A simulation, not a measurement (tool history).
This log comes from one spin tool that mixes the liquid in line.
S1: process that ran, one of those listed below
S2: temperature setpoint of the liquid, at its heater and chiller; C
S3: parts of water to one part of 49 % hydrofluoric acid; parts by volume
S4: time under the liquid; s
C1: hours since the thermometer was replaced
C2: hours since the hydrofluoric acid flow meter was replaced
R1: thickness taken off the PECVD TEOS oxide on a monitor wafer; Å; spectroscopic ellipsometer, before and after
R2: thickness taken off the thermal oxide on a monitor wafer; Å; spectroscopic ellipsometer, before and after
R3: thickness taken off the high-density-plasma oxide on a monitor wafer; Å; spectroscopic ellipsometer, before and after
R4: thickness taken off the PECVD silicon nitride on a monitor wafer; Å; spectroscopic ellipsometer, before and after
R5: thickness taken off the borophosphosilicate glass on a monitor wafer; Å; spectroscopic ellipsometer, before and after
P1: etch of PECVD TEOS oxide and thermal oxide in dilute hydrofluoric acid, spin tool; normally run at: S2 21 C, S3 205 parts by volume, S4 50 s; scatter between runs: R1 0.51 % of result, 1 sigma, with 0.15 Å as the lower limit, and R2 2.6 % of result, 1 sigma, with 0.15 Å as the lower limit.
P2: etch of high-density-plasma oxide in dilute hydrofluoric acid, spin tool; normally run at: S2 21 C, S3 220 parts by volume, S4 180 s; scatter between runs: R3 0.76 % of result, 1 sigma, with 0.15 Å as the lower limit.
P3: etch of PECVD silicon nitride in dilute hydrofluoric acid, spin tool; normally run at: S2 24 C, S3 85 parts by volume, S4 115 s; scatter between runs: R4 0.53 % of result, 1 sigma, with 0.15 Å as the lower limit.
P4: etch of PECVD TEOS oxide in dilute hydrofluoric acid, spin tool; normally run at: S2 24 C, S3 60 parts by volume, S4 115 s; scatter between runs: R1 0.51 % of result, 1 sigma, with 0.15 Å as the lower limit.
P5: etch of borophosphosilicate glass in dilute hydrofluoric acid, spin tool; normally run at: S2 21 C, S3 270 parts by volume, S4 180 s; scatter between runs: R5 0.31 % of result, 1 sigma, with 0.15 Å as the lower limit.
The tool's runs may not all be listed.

run   hour  S1    S2   S3   S4     C1      C2      R1      R2      R3      R4      R5
  1    2.9  P1    21  205   50  560.3    1276  54.436   9.201
  2    7.5  P2    21  220   35  564.9  1280.6                  6.1786
  3   12.3  P3    24  115  115  569.7  1285.4                          37.761
  4     17  P3  30.5   85  115  574.4  1290.1                          77.718
  5   21.5  P1    17   95   50  578.9  1294.6  111.53  19.855
  6   24.1  P1    21  205   50  581.5  1297.2  54.564  9.7278
  7   26.6  P3    24   85  115    584  1299.7                          51.055
  8   29.7  P4  32.5   60  115  587.1  1302.8  278.83
  9   32.7  P4    24   60  115  590.1  1305.8  195.75
 10   35.3  P1    21  205   50  592.7  1308.4  54.453  9.4538
      38.3  -- hydrofluoric acid flow meter replaced
 11   38.9  P2    21   70  180  596.3     0.6                  119.16
 12   42.9  P2    21  220  180  600.3     4.6                  31.794
 13   47.7  P3    24   85  225  605.1     9.4                          99.819
 14     51  P5    17  270  180  608.4    12.7                                  165.01
 15   54.5  P1    17  205   50  611.9    16.2  46.451  8.2253
 16   58.2  P1    21  205   50  615.6    19.9  53.701  9.5047
 17   63.1  P1  25.5  205   50  620.5    24.8  63.811  10.548
 18   65.8  P1    21  205   50  623.2    27.5  54.282  9.4512
 19   70.4  P1    21  205   50  627.8    32.1  54.221  9.0376
 20   73.3  P5    21  270  180  630.7      35                                  193.11
 21   76.1  P2    17  220  180  633.5    37.8                  27.306
 22   80.1  P5    21   70  180  637.5    41.8                                  914.92
 23   83.4  P1    21  205  100  640.8    45.1  107.94  18.325
 24   87.2  P4    24  110  115  644.6    48.9  101.19
 25   91.2  P1    21   50   50  648.6    52.9  264.14  46.093
 26   93.5  P5    21  270  180  650.9    55.2                                  192.68
 27   96.4  P1    21  100   15  653.8    58.1  37.293  6.7191
 28   99.2  P4    24   60  115  656.6    60.9  196.41
 29  101.4  P5    21  270   25  658.8    63.1                                  26.637
 30  105.7  P1    27  205   75  663.1    67.4   101.7  17.564
 31  109.8  P1    21  205   50  667.2    71.5  54.337  9.3416
 32  113.9  P4    24   60  230  671.3    75.6  393.27

Estimate the outcome of run 33 from the log above:
 33  116.9  P1  21  205  15  674.3  78.6   ?   ?

Run 33 measured R1 16.354 Å, R2 2.682 Å.

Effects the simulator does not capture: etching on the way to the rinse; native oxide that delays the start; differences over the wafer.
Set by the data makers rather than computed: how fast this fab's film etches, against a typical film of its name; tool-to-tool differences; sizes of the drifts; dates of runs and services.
